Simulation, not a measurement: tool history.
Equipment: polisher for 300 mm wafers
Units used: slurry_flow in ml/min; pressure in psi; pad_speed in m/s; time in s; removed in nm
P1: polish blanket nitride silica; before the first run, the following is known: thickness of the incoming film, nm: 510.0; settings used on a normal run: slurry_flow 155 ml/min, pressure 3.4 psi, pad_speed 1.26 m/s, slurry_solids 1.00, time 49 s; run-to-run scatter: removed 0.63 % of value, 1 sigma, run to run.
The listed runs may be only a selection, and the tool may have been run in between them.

Run 1, hour 7.3: slurry_flow 155 ml/min, pressure 3.4 psi, pad_speed 1.26 m/s, slurry_solids 1.00, time 49 s. Result: removed 32.909 nm.
Run 2, hour 11.6: slurry_flow 155 ml/min, pressure 3.4 psi, pad_speed 1.26 m/s, slurry_solids 1.00, time 49 s. Result: removed 32.902 nm.
Run 3, hour 19.8: slurry_flow 155 ml/min, pressure 3.4 psi, pad_speed 1.26 m/s, slurry_solids 1.00, time 49 s. Result: removed 32.967 nm.
Run 4, hour 27.3: slurry_flow 155 ml/min, pressure 3.4 psi, pad_speed 1.26 m/s, slurry_solids 1.00, time 49 s. Result: removed 32.635 nm.
Run 5, hour 36.1: slurry_flow 155 ml/min, pressure 5.4 psi, pad_speed 1.26 m/s, slurry_solids 1.00, time 49 s. Result: removed 52.482 nm.
Run 6, hour 40.8: slurry_flow 205 ml/min, pressure 3.4 psi, pad_speed 1.26 m/s, slurry_solids 1.00, time 49 s. Result: removed 34.005 nm.
Run 7, hour 48.7: slurry_flow 95 ml/min, pressure 3.4 psi, pad_speed 1.26 m/s, slurry_solids 1.00, time 49 s. Result: removed 29.787 nm.
Run 8, hour 55.6: slurry_flow 155 ml/min, pressure 2.3 psi, pad_speed 1.26 m/s, slurry_solids 1.00, time 49 s. Result: removed 22.218 nm.
Run 9, hour 63.5: slurry_flow 155 ml/min, pressure 3.4 psi, pad_speed 1.26 m/s, slurry_solids 1.00, time 49 s. Result: removed 33.126 nm.
Run 10, hour 70.3: slurry_flow 155 ml/min, pressure 3.4 psi, pad_speed 1.26 m/s, slurry_solids 1.00, time 36 s. Result: removed 24.092 nm.
Run 11, hour 77.1: slurry_flow 155 ml/min, pressure 3.4 psi, pad_speed 1.86 m/s, slurry_solids 1.00, time 49 s. Result: removed 44.703 nm.
Run 12, hour 82.8: slurry_flow 155 ml/min, pressure 3.4 psi, pad_speed 1.26 m/s, slurry_solids 1.45, time 49 s. Result: removed 37.981 nm.
Run 13, hour 88.0: slurry_flow 205 ml/min, pressure 3.4 psi, pad_speed 0.62 m/s, slurry_solids 1.00, time 49 s. Result: removed 19.372 nm.
Run 14, hour 97.8: slurry_flow 155 ml/min, pressure 3.4 psi, pad_speed 1.26 m/s, slurry_solids 0.55, time 49 s. Result: removed 23.786 nm.
Run 15, hour 103.6: slurry_flow 155 ml/min, pressure 3.4 psi, pad_speed 1.26 m/s, slurry_solids 1.00, time 66 s. Result: removed 44.017 nm.
Run 16, hour 112.9: slurry_flow 155 ml/min, pressure 3.4 psi, pad_speed 0.64 m/s, slurry_solids 1.00, time 49 s. Result: removed 19.003 nm.
Run 17, hour 117.5: slurry_flow 155 ml/min, pressure 3.4 psi, pad_speed 1.26 m/s, slurry_solids 1.00, time 49 s. Result: removed 32.462 nm.
Run 18, hour 126.6: slurry_flow 155 ml/min, pressure 3.4 psi, pad_speed 1.26 m/s, slurry_solids 1.00, time 49 s. Result: removed 32.805 nm.
Run 19, hour 131.4: slurry_flow 155 ml/min, pressure 3.4 psi, pad_speed 1.26 m/s, slurry_solids 1.00, time 49 s. Result: removed 32.281 nm.
Run 20, hour 139.4: slurry_flow 155 ml/min, pressure 3.4 psi, pad_speed 1.26 m/s, slurry_solids 1.00, time 49 s. Result: removed 31.016 nm.
Run 21, hour 146.0: slurry_flow 155 ml/min, pressure 3.4 psi, pad_speed 1.26 m/s, slurry_solids 1.00, time 49 s. Result: removed 30.876 nm.
Run 22, hour 152.5: slurry_flow 155 ml/min, pressure 3.4 psi, pad_speed 1.26 m/s, slurry_solids 1.00, time 49 s. Result: removed 29.981 nm.
At hour 156.9: slurry nozzle cleaned.
Run 23, hour 162.2: slurry_flow 155 ml/min, pressure 3.4 psi, pad_speed 1.26 m/s, slurry_solids 1.00, time 49 s. Result: removed 29.741 nm.
Run 24, hour 169.0: slurry_flow 155 ml/min, pressure 3.4 psi, pad_speed 1.26 m/s, slurry_solids 1.00, time 49 s. Result: removed 29.466 nm.
At hour 177.3: conditioning disc replaced and pad reconditioned.
Run 25, hour 178.6: slurry_flow 155 ml/min, pressure 3.4 psi, pad_speed 1.26 m/s, slurry_solids 1.00, time 49 s. Result: removed 29.512 nm.
At hour 180.0: head pressure recalibrated.
Run 26, hour 187.8: slurry_flow 155 ml/min, pressure 3.4 psi, pad_speed 1.26 m/s, slurry_solids 1.00, time 49 s. Result: removed 29.116 nm.
Run 27, hour 197.3: slurry_flow 155 ml/min, pressure 3.4 psi, pad_speed 1.26 m/s, slurry_solids 1.00, time 49 s. Result: removed 29.193 nm.
Run 28, hour 206.5: slurry_flow 155 ml/min, pressure 3.4 psi, pad_speed 1.26 m/s, slurry_solids 1.00, time 49 s. Result: removed 29.030 nm.

The log shows P1 creeping away from where it was. Any of the 2 causes listed here, at the size stated for it, fits the log just as well as the others:
A: removal rate lost through wear of the pad, % = 11.4
B: abrasive missing from the slurry, % = 22.1
The process output started creeping at around hour 126.6.
All other causes, with the reason each is excluded:
slurry flow missing at the pad, %: serviced at hour 156.9, after the change had begun; the process did not return to its earlier output
head's pressure below its setpoint, %: serviced at hour 180.0, after the change had begun; the process did not return to its earlier output
time polished since the conditioner stopped cutting, s: serviced at hour 177.3, after the change had begun; the process did not return to its earlier output

The list below offers 4 check runs, each averaging the results of 5 wafers, and shows each result as a question mark. For which of them would the listed causes give clearly different results?
Run check 1, hour 215.7: slurry_flow 115 ml/min, pressure 3.4 psi, pad_speed 1.26 m/s, slurry_solids 1.00, time 49 s. Result: removed ?.
Run check 2, hour 215.7: slurry_flow 155 ml/min, pressure 3.4 psi, pad_speed 1.58 m/s, slurry_solids 1.45, time 49 s. Result: removed ?.
Run check 3, hour 215.7: slurry_flow 195 ml/min, pressure 5.0 psi, pad_speed 1.26 m/s, slurry_solids 1.00, time 49 s. Result: removed ?.
Run check 4, hour 215.7: slurry_flow 155 ml/min, pressure 3.4 psi, pad_speed 0.88 m/s, slurry_solids 1.00, time 49 s. Result: removed ?.

Predicted outcomes, by check and by cause:
  check   result    if A    if B
check 1  removed  27.380  27.373
check 2  removed  40.463  41.384
check 3  removed  44.147  44.135
check 4  removed  21.761  21.755
Distance between the nearest two causes, measured in the result of the check that separates them most: check 1 0.03 %; check 2 2.25 %; check 3 0.03 %; check 4 0.03 %
The other checks would show nearly matching results whichever cause is true, so check 2 is the only one that separates the causes.

The results of check 2 are: removed 41.469 nm. Based on these, which of the listed causes is it?

The cause is B: abrasive missing from the slurry, %.
